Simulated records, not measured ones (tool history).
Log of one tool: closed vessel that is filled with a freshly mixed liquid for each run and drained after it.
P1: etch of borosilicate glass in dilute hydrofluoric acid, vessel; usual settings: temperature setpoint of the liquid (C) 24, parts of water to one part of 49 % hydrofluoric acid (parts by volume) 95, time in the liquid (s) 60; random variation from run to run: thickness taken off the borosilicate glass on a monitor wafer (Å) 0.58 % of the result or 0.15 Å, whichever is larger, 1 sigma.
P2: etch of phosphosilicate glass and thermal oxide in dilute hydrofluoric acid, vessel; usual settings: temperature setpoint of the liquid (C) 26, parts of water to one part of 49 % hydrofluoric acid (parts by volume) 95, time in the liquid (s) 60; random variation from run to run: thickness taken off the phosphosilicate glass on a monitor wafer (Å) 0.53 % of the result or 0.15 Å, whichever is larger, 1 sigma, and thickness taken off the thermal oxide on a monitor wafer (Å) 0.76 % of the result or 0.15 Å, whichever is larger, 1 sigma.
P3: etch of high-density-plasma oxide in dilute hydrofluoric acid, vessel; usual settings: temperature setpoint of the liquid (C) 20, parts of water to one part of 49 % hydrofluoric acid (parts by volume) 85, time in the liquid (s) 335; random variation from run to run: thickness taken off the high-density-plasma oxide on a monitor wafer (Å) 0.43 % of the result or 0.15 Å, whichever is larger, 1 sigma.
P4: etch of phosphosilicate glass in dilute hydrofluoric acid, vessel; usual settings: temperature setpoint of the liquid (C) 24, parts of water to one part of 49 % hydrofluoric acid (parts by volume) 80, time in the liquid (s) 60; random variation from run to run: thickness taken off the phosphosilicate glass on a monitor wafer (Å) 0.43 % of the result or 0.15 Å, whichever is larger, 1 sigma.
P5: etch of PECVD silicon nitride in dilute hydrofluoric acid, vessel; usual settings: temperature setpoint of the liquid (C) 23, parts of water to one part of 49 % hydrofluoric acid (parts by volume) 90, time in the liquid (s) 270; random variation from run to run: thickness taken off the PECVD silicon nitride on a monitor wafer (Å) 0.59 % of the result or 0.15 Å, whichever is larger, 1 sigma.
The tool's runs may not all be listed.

run   hour  process that ran  temperature setpoint of the liquid (C)  parts of water to one part of 49 % hydrofluoric acid (parts by volume)  time in the liquid (s)  hours since the thermometer was replaced  hours since the hydrofluoric acid flow meter was replaced  thickness taken off the borosilicate glass on a monitor wafer (Å)  thickness taken off the phosphosilicate glass on a monitor wafer (Å)  thickness taken off the thermal oxide on a monitor wafer (Å)  thickness taken off the PECVD silicon nitride on a monitor wafer (Å)  thickness taken off the high-density-plasma oxide on a monitor wafer (Å)
  1   15.1                P1                                      24                                                                      95                      60                                     811.5                                                      370.7                                                             224.96
  2   31.3                P1                                      24                                                                      95                      60                                     827.7                                                      386.9                                                             223.82
  3   42.8                P4                                      24                                                                      80                      60                                     839.2                                                      398.4                                                                                                                                   741.97
  4   52.6                P2                                      26                                                                      95                     105                                       849                                                      408.2                                                                                                                                   1816.8                                                        54.658
  5   66.1                P4                                      24                                                                      80                      60                                     862.5                                                      421.7                                                                                                                                   749.72
  6   79.3                P1                                      24                                                                      95                      95                                     875.7                                                      434.9                                                             354.56
  7   90.6                P5                                      23                                                                      90                     525                                       887                                                      446.2                                                                                                                                                                                                                                                                       92.044
  8   99.5                P2                                      26                                                                     180                      60                                     895.9                                                      455.1                                                                                                                                   493.26                                                         14.75
     105.1  -- hydrofluoric acid flow meter replaced
  9  113.3                P1                                      17                                                                      95                      60                                     909.7                                                        8.3                                                             167.25
 10  125.3                P5                                      23                                                                     135                     270                                     921.7                                                       20.3                                                                                                                                                                                                                                                                       32.083
 11  138.5                P5                                      19                                                                      90                     270                                     934.9                                                       33.5                                                                                                                                                                                                                                                                       36.167
 12    146                P1                                      17                                                                      95                      95                                     942.4                                                         41                                                             265.71
 13  154.7                P1                                      24                                                                      95                      60                                     951.1                                                       49.7                                                             226.24
 14  169.2                P5                                      23                                                                      90                     270                                     965.6                                                       64.2                                                                                                                                                                                                                                                                       48.257
 15  177.8                P3                                      20                                                                      85                      80                                     974.2                                                       72.8                                                                                                                                                                                                                                                                                                                                                 59.045
 16  190.3                P1                                      24                                                                      50                      60                                     986.7                                                       85.3                                                             456.15
 17  203.6                P2                                      26                                                                      95                      60                                      1000                                                       98.6                                                                                                                                   1033.8                                                          31.5
 18  215.2                P4                                      24                                                                      20                      60                                    1011.6                                                      110.2                                                                                                                                   3239.5
 19  228.4                P1                                      28                                                                      95                      60                                    1024.8                                                      123.4                                                             262.46
 20  243.1                P1                                      24                                                                      95                      30                                    1039.5                                                      138.1                                                             112.35
 21    256                P2                                      19                                                                      95                      60                                    1052.4                                                        151                                                                                                                                   783.76                                                        23.715
 22  266.2                P1                                      24                                                                      95                      60                                    1062.6                                                      161.2                                                             223.98
 23  277.1                P1                                      24                                                                      95                      60                                    1073.5                                                      172.1                                                              224.1
 24  293.8                P3                                      20                                                                     135                     335                                    1090.2                                                      188.8                                                                                                                                                                                                                                                                                                                                                 146.92
 25  303.5                P3                                      20                                                                      85                     335                                    1099.9                                                      198.5                                                                                                                                                                                                                                                                                                                                                 245.21
 26  317.8                P1                                      24                                                                      95                      60                                    1114.2                                                      212.8                                                             223.05
 27  327.1                P3                                    25.5                                                                      85                     335                                    1123.5                                                      222.1                                                                                                                                                                                                                                                                                                                                                 306.54
 28  340.1                P1                                      24                                                                     150                      60                                    1136.5                                                      235.1                                                             132.52
 29  348.1                P4                                      32                                                                      80                      60                                    1144.5                                                      243.1                                                                                                                                   1014.4
 30  359.7                P4                                      24                                                                      80                     100                                    1156.1                                                      254.7                                                                                                                                   1243.8
 31  367.2                P1                                      24                                                                      95                      60                                    1163.6                                                      262.2                                                             223.63
 32  377.3                P1                                      24                                                                      95                      60                                    1173.7                                                      272.3                                                              229.3
 33  392.4                P1                                      24                                                                      95                      60                                    1188.8                                                      287.4                                                              234.7
 34  403.8                P1                                      24                                                                      95                      60                                    1200.2                                                      298.8                                                             239.15
 35  414.7                P1                                      24                                                                      95                      60                                    1211.1                                                      309.7                                                             239.72
 36  428.3                P1                                      24                                                                      95                      60                                    1224.7                                                      323.3                                                             241.33
 37  439.2                P1                                      24                                                                      95                      60                                    1235.6                                                      334.2                                                             241.15
 38  451.9                P1                                      24                                                                      95                      60                                    1248.3                                                      346.9                                                              243.1
 39  467.7                P1                                      24                                                                      95                      60                                    1264.1                                                      362.7                                                             245.49
 40    484                P1                                      24                                                                      95                      60                                    1280.4                                                        379                                                              245.2
 41  496.2                P1                                      24                                                                      95                      60                                    1292.6                                                      391.2                                                             244.63

What P1 gives has crept away from where it was. These 2 causes fit the log equally well, each at the size given:
A: hydrofluoric acid flow above the setpoint (%) = 8.17
B: liquid hotter than its thermometer reads (K) = 2.23
The creep began at about hour 367.2.

4 check runs are offered, one wafer each, their results left as question marks. Which one tells the causes apart?
check 1  508.4                P2                                    20.5                                                                     160                      60                                                                                                                                                                                                                                             ?                                                             ?
check 2  508.4                P3                                      24                                                                      85                     120                                                                                                                                                                                                                                                                                                                                                                                                                                                           ?
check 3  508.4                P4                                      31                                                                      80                      60                                                                                                                                                                                                                                             ?
check 4  508.4                P5                                      23                                                                     135                     270                                                                                                                                                                                                                                                                                                                                                                                 ?

What each check would give under each cause:
  check                                                                    result    if A    if B
check 1      thickness taken off the phosphosilicate glass on a monitor wafer (Å)  503.84  501.63
check 1              thickness taken off the thermal oxide on a monitor wafer (Å)  15.307   15.24
check 2  thickness taken off the high-density-plasma oxide on a monitor wafer (Å)   113.1  113.31
check 3      thickness taken off the phosphosilicate glass on a monitor wafer (Å)  1070.4    1066
check 4      thickness taken off the PECVD silicon nitride on a monitor wafer (Å)  34.653  37.062
How far apart the two closest causes lie, in the result that separates them most: check 1 0.44 %; check 2 0.18 %; check 3 0.41 %; check 4 6.72 %
Only check 4 tells the causes apart: in the others they would give nearly the same result.

Then check 4 was run and gave: thickness taken off the PECVD silicon nitride on a monitor wafer (Å) 34.431. Which cause is it?

It is A: hydrofluoric acid flow above the setpoint (%).
